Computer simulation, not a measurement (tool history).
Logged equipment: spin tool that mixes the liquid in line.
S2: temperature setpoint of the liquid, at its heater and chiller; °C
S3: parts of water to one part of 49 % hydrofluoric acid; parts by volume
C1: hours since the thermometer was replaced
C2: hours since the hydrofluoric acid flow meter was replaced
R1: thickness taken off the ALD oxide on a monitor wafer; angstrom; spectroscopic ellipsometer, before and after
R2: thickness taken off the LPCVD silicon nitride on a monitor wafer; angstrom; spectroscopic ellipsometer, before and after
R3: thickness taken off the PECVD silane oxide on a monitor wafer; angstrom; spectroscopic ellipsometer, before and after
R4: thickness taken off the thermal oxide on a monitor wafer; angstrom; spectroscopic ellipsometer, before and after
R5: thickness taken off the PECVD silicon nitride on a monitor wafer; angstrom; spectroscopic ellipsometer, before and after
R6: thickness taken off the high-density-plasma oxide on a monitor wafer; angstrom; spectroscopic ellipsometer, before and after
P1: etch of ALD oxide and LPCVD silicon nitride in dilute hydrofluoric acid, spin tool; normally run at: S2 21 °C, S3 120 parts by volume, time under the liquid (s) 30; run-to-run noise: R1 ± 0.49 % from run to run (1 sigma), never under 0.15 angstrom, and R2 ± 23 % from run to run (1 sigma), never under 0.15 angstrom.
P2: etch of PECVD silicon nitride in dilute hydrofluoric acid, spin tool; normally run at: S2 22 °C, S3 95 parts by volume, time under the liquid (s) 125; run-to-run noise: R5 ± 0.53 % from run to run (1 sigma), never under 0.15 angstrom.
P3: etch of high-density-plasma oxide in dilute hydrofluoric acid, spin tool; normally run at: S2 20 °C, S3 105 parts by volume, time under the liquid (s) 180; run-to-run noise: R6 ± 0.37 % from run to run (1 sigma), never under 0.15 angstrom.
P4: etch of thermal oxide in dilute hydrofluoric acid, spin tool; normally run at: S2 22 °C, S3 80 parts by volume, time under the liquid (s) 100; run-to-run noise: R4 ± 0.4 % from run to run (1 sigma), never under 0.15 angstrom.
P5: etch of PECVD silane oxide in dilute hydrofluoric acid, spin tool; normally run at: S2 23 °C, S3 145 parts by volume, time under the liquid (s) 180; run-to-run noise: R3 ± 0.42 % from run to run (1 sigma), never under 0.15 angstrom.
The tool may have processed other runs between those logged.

run 1 hour=12.5 | process_that_ran=P1 S2=21 S3=120 time_under_the_liquid_(s)=30 | C1=797 C2=529.5 | R1=71.195 R2=0.84556
run 2 hour=20.3 | process_that_ran=P5 S2=17 S3=145 time_under_the_liquid_(s)=180 | C1=804.8 C2=537.3 | R3=177.33
run 3 hour=32.9 | process_that_ran=P4 S2=22 S3=80 time_under_the_liquid_(s)=100 | C1=817.4 C2=549.9 | R4=57.861
run 4 hour=46.2 | process_that_ran=P5 S2=23 S3=215 time_under_the_liquid_(s)=180 | C1=830.7 C2=563.2 | R3=140.87
run 5 hour=53.4 | process_that_ran=P4 S2=22 S3=80 time_under_the_liquid_(s)=150 | C1=837.9 C2=570.4 | R4=86.679
run 6 hour=63.1 | process_that_ran=P1 S2=26.5 S3=200 time_under_the_liquid_(s)=30 | C1=847.6 C2=580.1 | R1=48.257 R2=0.91417
run 7 hour=77.4 | process_that_ran=P2 S2=22 S3=95 time_under_the_liquid_(s)=230 | C1=861.9 C2=594.4 | R5=94.464
run 8 hour=83.8 | process_that_ran=P1 S2=21 S3=205 time_under_the_liquid_(s)=15 | C1=868.3 C2=600.8 | R1=18.984 R2=0.32401
run 9 hour=97.2 | process_that_ran=P4 S2=17 S3=80 time_under_the_liquid_(s)=100 | C1=881.7 C2=614.2 | R4=47.157
run 10 hour=106.1 | process_that_ran=P1 S2=17 S3=120 time_under_the_liquid_(s)=30 | C1=890.6 C2=623.1 | R1=60.62 R2=0.70295
run 11 hour=112.8 | process_that_ran=P3 S2=20 S3=105 time_under_the_liquid_(s)=15 | C1=897.3 C2=629.8 | R6=8.8749
run 12 hour=120.4 | process_that_ran=P1 S2=21 S3=120 time_under_the_liquid_(s)=50 | C1=904.9 C2=637.4 | R1=118.44 R2=0.61801
run 13 hour=133.5 | process_that_ran=P1 S2=21 S3=120 time_under_the_liquid_(s)=30 | C1=918 C2=650.5 | R1=71.796 R2=0.87566
run 14 hour=143.9 | process_that_ran=P3 S2=17 S3=105 time_under_the_liquid_(s)=180 | C1=928.4 C2=660.9 | R6=92.299
run 15 hour=157.6 | process_that_ran=P1 S2=21 S3=120 time_under_the_liquid_(s)=15 | C1=942.1 C2=674.6 | R1=35.375 R2=0.45665
run 16 hour=167 | process_that_ran=P2 S2=22 S3=160 time_under_the_liquid_(s)=125 | C1=951.5 C2=684 | R5=30.58
run 17 hour=174.1 | process_that_ran=P1 S2=21 S3=190 time_under_the_liquid_(s)=30 | C1=958.6 C2=691.1 | R1=41.395 R2=0.54585
run 18 hour=183 | process_that_ran=P1 S2=21 S3=120 time_under_the_liquid_(s)=30 | C1=967.5 C2=700 | R1=70.445 R2=1.1698
run 19 hour=195.9 | process_that_ran=P1 S2=21 S3=25 time_under_the_liquid_(s)=30 | C1=980.4 C2=712.9 | R1=382.97 R2=3.4555
run 20 hour=208.9 | process_that_ran=P1 S2=17.5 S3=120 time_under_the_liquid_(s)=60 | C1=993.4 C2=725.9 | R1=124.2 R2=1.1138
run 21 hour=222.4 | process_that_ran=P4 S2=22 S3=120 time_under_the_liquid_(s)=100 | C1=1006.9 C2=739.4 | R4=36.676
run 22 hour=232.8 | process_that_ran=P5 S2=23 S3=145 time_under_the_liquid_(s)=180 | C1=1017.3 C2=749.8 | R3=226.37
run 23 hour=239.2 | process_that_ran=P1 S2=28 S3=120 time_under_the_liquid_(s)=30 | C1=1023.7 C2=756.2 | R1=92.938 R2=1.1347
run 24 hour=246.5 | process_that_ran=P4 S2=22 S3=80 time_under_the_liquid_(s)=100 | C1=1031 C2=763.5 | R4=57.888
run 25 hour=260 | process_that_ran=P3 S2=20 S3=45 time_under_the_liquid_(s)=180 | C1=1044.5 C2=777 | R6=260.57
run 26 hour=272.6 | process_that_ran=P5 S2=23 S3=145 time_under_the_liquid_(s)=15 | C1=1057.1 C2=789.6 | R3=18.783
run 27 hour=280.2 | process_that_ran=P3 S2=20 S3=105 time_under_the_liquid_(s)=180 | C1=1064.7 C2=797.2 | R6=105.37
run 28 hour=292.2 | process_that_ran=P1 S2=21 S3=120 time_under_the_liquid_(s)=30 | C1=1076.7 C2=809.2 | R1=70.992 R2=0.86241
run 29 hour=301.7 | process_that_ran=P2 S2=28 S3=95 time_under_the_liquid_(s)=125 | C1=1086.2 C2=818.7 | R5=75.27
run 30 hour=314.1 | process_that_ran=P2 S2=22 S3=95 time_under_the_liquid_(s)=125 | C1=1098.6 C2=831.1 | R5=51.041
run 31 hour=323 | process_that_ran=P1 S2=21 S3=120 time_under_the_liquid_(s)=30 | C1=1107.5 C2=840 | R1=70.437 R2=0.95249
run 32 hour=336.6 | process_that_ran=P1 S2=21 S3=120 time_under_the_liquid_(s)=30 | C1=1121.1 C2=853.6 | R1=74.039 R2=0.84191
run 33 hour=350.8 | process_that_ran=P1 S2=21 S3=120 time_under_the_liquid_(s)=30 | C1=1135.3 C2=867.8 | R1=75.405 R2=0.8357
run 34 hour=361.6 | process_that_ran=P1 S2=21 S3=120 time_under_the_liquid_(s)=30 | C1=1146.1 C2=878.6 | R1=76.208 R2=1.2961
run 35 hour=374.6 | process_that_ran=P1 S2=21 S3=120 time_under_the_liquid_(s)=30 | C1=1159.1 C2=891.6 | R1=76.598 R2=1.0136
run 36 hour=385.9 | process_that_ran=P1 S2=21 S3=120 time_under_the_liquid_(s)=30 | C1=1170.4 C2=902.9 | R1=77.51 R2=1.3702
run 37 hour=397.8 | process_that_ran=P1 S2=21 S3=120 time_under_the_liquid_(s)=30 | C1=1182.3 C2=914.8 | R1=77.424 R2=1.083
run 38 hour=408.2 | process_that_ran=P1 S2=21 S3=120 time_under_the_liquid_(s)=30 | C1=1192.7 C2=925.2 | R1=77.624 R2=1.2799

What P1 gives has crept off from where it sat before. The 2 causes that follow fit the log equally well, each at the size noted:
A: hydrofluoric acid flow above the setpoint (%) = 8.03
B: liquid hotter than its thermometer reads (K) = 2.2
Creep in the process output first set in at about hour 323.

Listed below are the offered check runs, one wafer per run, with question marks in place of results. For which of them would the causes give clearly different outcomes?
run check 1 hour=418.6 | process_that_ran=P3 S2=17 S3=105 time_under_the_liquid_(s)=45 | R6=?
run check 2 hour=418.6 | process_that_ran=P5 S2=19 S3=145 time_under_the_liquid_(s)=180 | R3=?
run check 3 hour=418.6 | process_that_ran=P2 S2=22 S3=95 time_under_the_liquid_(s)=230 | R5=?
run check 4 hour=418.6 | process_that_ran=P4 S2=19 S3=80 time_under_the_liquid_(s)=100 | R4=?

Expected result of each check under each candidate cause:
check=check_1 result=R6 if_A=25.243 if_B=25.403
check=check_2 result=R3 if_A=211.36 if_B=211.23
check=check_3 result=R5 if_A=101.19 if_B=108.59
check=check_4 result=R4 if_A=55.615 if_B=56.031
Separation of the two closest causes in each check, using whichever result separates them best: check 1 0.63 %; check 2 0.06 %; check 3 7.06 %; check 4 0.75 %
Check 3 is the one run that separates the causes; every other check would come out nearly the same whichever cause is at work.

Running check 3 produced the following: R5 108.01 angstrom. Which one of the listed causes fits?

The correct cause is B, namely: liquid hotter than its thermometer reads (K).

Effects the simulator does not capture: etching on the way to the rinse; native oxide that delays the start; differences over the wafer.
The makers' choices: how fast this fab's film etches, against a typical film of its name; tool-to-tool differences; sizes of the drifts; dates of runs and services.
